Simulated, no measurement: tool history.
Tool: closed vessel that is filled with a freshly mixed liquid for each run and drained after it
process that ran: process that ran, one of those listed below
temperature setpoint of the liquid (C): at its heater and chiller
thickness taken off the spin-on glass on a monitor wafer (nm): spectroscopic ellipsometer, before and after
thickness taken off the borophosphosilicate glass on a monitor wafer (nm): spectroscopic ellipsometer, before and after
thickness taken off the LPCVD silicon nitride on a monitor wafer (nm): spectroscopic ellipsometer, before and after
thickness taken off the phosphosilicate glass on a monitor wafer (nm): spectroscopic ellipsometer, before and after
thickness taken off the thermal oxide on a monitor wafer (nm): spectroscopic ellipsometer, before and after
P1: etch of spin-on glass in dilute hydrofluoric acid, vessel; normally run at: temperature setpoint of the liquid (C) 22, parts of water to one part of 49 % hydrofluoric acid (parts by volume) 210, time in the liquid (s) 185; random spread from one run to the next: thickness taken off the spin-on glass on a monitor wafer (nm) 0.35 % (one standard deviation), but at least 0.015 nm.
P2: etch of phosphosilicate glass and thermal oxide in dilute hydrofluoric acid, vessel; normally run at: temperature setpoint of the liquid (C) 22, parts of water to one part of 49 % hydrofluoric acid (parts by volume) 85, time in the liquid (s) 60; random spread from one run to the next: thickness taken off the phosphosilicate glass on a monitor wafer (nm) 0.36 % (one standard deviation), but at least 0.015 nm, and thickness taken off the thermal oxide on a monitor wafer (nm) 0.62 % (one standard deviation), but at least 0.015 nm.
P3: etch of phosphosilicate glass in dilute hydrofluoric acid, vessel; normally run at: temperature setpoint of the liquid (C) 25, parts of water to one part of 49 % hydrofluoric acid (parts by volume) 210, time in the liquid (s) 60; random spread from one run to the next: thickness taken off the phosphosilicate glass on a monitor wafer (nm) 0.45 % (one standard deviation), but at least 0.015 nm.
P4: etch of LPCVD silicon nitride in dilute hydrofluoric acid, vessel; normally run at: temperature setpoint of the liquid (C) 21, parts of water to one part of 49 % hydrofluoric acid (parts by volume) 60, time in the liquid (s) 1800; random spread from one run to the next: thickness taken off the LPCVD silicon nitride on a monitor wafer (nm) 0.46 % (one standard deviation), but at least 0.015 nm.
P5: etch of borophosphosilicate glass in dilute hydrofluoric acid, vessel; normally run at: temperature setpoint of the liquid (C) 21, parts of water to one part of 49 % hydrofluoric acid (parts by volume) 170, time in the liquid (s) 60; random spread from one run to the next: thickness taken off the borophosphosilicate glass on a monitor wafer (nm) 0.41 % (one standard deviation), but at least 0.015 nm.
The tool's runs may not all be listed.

run	hour	process that ran	temperature setpoint of the liquid (C)	parts of water to one part of 49 % hydrofluoric acid (parts by volume)	time in the liquid (s)	thickness taken off the spin-on glass on a monitor wafer (nm)	thickness taken off the borophosphosilicate glass on a monitor wafer (nm)	thickness taken off the LPCVD silicon nitride on a monitor wafer (nm)	thickness taken off the phosphosilicate glass on a monitor wafer (nm)	thickness taken off the thermal oxide on a monitor wafer (nm)
1	5.4	P1	22	210	185	32.122				
2	10.3	P1	22	210	185	31.912				
3	15.4	P1	30.5	210	185	43.506				
4	19.3	P1	22	210	185	31.949				
5	23	P5	29	170	60		27.228			
6	25.9	P4	17	60	1800			8.744		
7	31.7	P3	32.5	210	60				22.182	
8	35	P5	21	170	30		10.026			
9	38.2	P4	21	60	3520			22.492		
10	43.5	P5	21	170	60		20.244			
11	48.7	P1	22	45	185	179.87				
12	53.7	P3	25	370	60				8.2659	
13	59.5	P1	22	310	185	19.686				
14	65.5	P4	21	60	1800			11.594		
15	71	P1	17	210	360	51.596				
16	76.4	P1	22	210	100	17.428				
17	80.8	P3	25	210	30				8.5154	
18	86	P4	21	60	1800			11.61		
19	90.9	P4	21	35	1800			19.313		
20	96.8	P1	17	55	185	117.89				
21	101.9	P5	21	60	60		64.931			
22	107.6	P2	22	150	60				31.259	1.8234
23	113.4	P3	25	210	60				17.093	
24	118.2	P5	21	170	60		20.121			
25	123.6	P3	25	210	60				17.092	
26	128.6	P2	22	85	30				29.603	1.7216
27	132.6	P1	22	210	185	32.037				
28	137.5	P1	22	210	185	32.022				
29	141.6	P1	22	210	335	57.775				
30	146.6	P2	30	85	60				81.86	4.7625
31	152.9	P2	22	85	60				59.433	3.4613
32	158	P1	17	210	185	26.445				
33	163.4	P1	22	340	65	6.1513				
34	169	P1	22	210	185	32.147				
35	172.6	P1	22	210	185	32.116				
36	175.8	P1	22	210	185	32.155				
37	180.9	P1	22	210	185	32.869				
38	187.1	P1	22	210	185	33.636				
39	191.4	P1	22	210	185	33.905				
40	194.6	P1	22	210	185	33.789				
41	197.4	P1	22	210	185	34.172				
42	200.6	P1	22	210	185	34.165				
43	204.7	P1	22	210	185	33.997				
44	210.8	P1	22	210	185	34.195				
45	214.4	P1	22	210	185	34.172				

P1 no longer gives what it gave before; its output has crept away from where it was. The following 2 causes, each at its listed size, fit the log equally well:
A: hydrofluoric acid flow above the setpoint (%) = 5.66
B: liquid hotter than its thermometer reads (K) = 1.8
The onset of the drift is placed at about hour 175.8.

4 check runs are offered, one wafer each, their results left as question marks. Which one tells the causes apart?
check 1	218	P4	17	60	1800			?		
check 2	218	P2	30	85	35				?	?
check 3	218	P3	28.5	210	60				?	
check 4	218	P5	24.5	170	60		?			

Outcome of each check run for each possible cause:
check	result	if A	if B
check 1	thickness taken off the LPCVD silicon nitride on a monitor wafer (nm)	9.1611	9.8573
check 2	thickness taken off the phosphosilicate glass on a monitor wafer (nm)	50.461	50.775
check 2	thickness taken off the thermal oxide on a monitor wafer (nm)	2.9418	2.9601
check 3	thickness taken off the phosphosilicate glass on a monitor wafer (nm)	20.696	20.569
check 4	thickness taken off the borophosphosilicate glass on a monitor wafer (nm)	24.593	24.629
Per check, the gap between the least separated pair of causes, taken in the result that splits them most: check 1 7.32 %; check 2 0.62 %; check 3 0.62 %; check 4 0.15 %
The other checks would show nearly matching results whichever cause is true, so check 1 is the only one that separates the causes.

Then check 1 was run and gave: thickness taken off the LPCVD silicon nitride on a monitor wafer (nm) 9.7519. Which cause is it?

The correct cause is B, namely: liquid hotter than its thermometer reads (K).

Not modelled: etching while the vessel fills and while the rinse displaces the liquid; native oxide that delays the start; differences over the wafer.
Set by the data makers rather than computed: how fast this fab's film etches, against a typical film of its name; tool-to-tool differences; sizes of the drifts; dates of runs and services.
